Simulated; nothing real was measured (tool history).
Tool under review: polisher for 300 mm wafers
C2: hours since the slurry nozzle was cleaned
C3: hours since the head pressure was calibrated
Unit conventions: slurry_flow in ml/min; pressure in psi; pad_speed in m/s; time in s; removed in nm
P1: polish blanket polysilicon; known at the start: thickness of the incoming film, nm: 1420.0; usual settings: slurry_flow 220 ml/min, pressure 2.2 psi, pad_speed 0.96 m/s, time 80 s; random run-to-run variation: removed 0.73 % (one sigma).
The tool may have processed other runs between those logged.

run 1 hour=9 | slurry_flow=220 pressure=2.2 pad_speed=0.96 time=80 | wafers_polished_on_this_pad=511 C2=426.6 C3=206.5 | removed=617.97
run 2 hour=16.4 | slurry_flow=220 pressure=3.3 pad_speed=0.96 time=80 | wafers_polished_on_this_pad=570 C2=434 C3=213.9 | removed=921.43
run 3 hour=22.8 | slurry_flow=220 pressure=2.2 pad_speed=0.96 time=80 | wafers_polished_on_this_pad=620 C2=440.4 C3=220.3 | removed=614.82
run 4 hour=30.1 | slurry_flow=220 pressure=2.2 pad_speed=1.52 time=80 | wafers_polished_on_this_pad=677 C2=447.7 C3=227.6 | removed=971.45
run 5 hour=36.8 | slurry_flow=220 pressure=2.2 pad_speed=0.96 time=80 | wafers_polished_on_this_pad=730 C2=454.4 C3=234.3 | removed=613.32
run 6 hour=46.2 | slurry_flow=220 pressure=1 pad_speed=0.96 time=80 | wafers_polished_on_this_pad=804 C2=463.8 C3=243.7 | removed=277.75
run 7 hour=51.9 | slurry_flow=130 pressure=3.3 pad_speed=0.96 time=80 | wafers_polished_on_this_pad=849 C2=469.5 C3=249.4 | removed=847.57
run 8 hour=59 | slurry_flow=220 pressure=2.2 pad_speed=0.96 time=80 | wafers_polished_on_this_pad=905 C2=476.6 C3=256.5 | removed=612.93
run 9 hour=67.6 | slurry_flow=220 pressure=2.2 pad_speed=0.96 time=36 | wafers_polished_on_this_pad=972 C2=485.2 C3=265.1 | removed=278.87
-- hour=73.1 head pressure recalibrated
run 10 hour=73.6 | slurry_flow=220 pressure=2.2 pad_speed=0.96 time=80 | wafers_polished_on_this_pad=1020 C2=491.2 C3=0.5 | removed=608.97
run 11 hour=79.9 | slurry_flow=300 pressure=2.2 pad_speed=0.96 time=80 | wafers_polished_on_this_pad=1069 C2=497.5 C3=6.8 | removed=634.62
run 12 hour=91.2 | slurry_flow=280 pressure=2.2 pad_speed=0.96 time=112 | wafers_polished_on_this_pad=1158 C2=508.8 C3=18.1 | removed=888.87
run 13 hour=102.9 | slurry_flow=130 pressure=2.2 pad_speed=0.96 time=80 | wafers_polished_on_this_pad=1250 C2=520.5 C3=29.8 | removed=569.73
-- hour=104.1 slurry nozzle cleaned
run 14 hour=110.7 | slurry_flow=220 pressure=2.2 pad_speed=0.96 time=123 | wafers_polished_on_this_pad=1311 C2=6.6 C3=37.6 | removed=948.19
run 15 hour=121.5 | slurry_flow=220 pressure=2.2 pad_speed=0.48 time=80 | wafers_polished_on_this_pad=1396 C2=17.4 C3=48.4 | removed=303.67
run 16 hour=133.2 | slurry_flow=130 pressure=2.2 pad_speed=0.46 time=80 | wafers_polished_on_this_pad=1488 C2=29.1 C3=60.1 | removed=269.64
run 17 hour=143.2 | slurry_flow=220 pressure=2.2 pad_speed=0.96 time=80 | wafers_polished_on_this_pad=1567 C2=39.1 C3=70.1 | removed=617.61
run 18 hour=150.4 | slurry_flow=220 pressure=2.2 pad_speed=0.96 time=80 | wafers_polished_on_this_pad=1624 C2=46.3 C3=77.3 | removed=598.5
run 19 hour=157.8 | slurry_flow=220 pressure=2.2 pad_speed=0.96 time=80 | wafers_polished_on_this_pad=1682 C2=53.7 C3=84.7 | removed=588.32
run 20 hour=164.6 | slurry_flow=220 pressure=2.2 pad_speed=0.96 time=80 | wafers_polished_on_this_pad=1735 C2=60.5 C3=91.5 | removed=583.7
-- hour=167.2 head pressure recalibrated
run 21 hour=170.3 | slurry_flow=220 pressure=2.2 pad_speed=0.96 time=80 | wafers_polished_on_this_pad=1780 C2=66.2 C3=3.2 | removed=577.58
run 22 hour=180.8 | slurry_flow=220 pressure=2.2 pad_speed=0.96 time=80 | wafers_polished_on_this_pad=1863 C2=76.7 C3=13.7 | removed=578.8
run 23 hour=188.3 | slurry_flow=220 pressure=2.2 pad_speed=0.96 time=80 | wafers_polished_on_this_pad=1922 C2=84.2 C3=21.2 | removed=579.44
run 24 hour=198.1 | slurry_flow=220 pressure=2.2 pad_speed=0.96 time=80 | wafers_polished_on_this_pad=1999 C2=94 C3=31 | removed=580.04

Run 25 has not been measured yet. What should we expect?
run 25 hour=205.6 | slurry_flow=220 pressure=2.2 pad_speed=0.96 time=80 | wafers_polished_on_this_pad=2058 C2=101.5 C3=38.5 | removed=?

removed: 578.89 nm
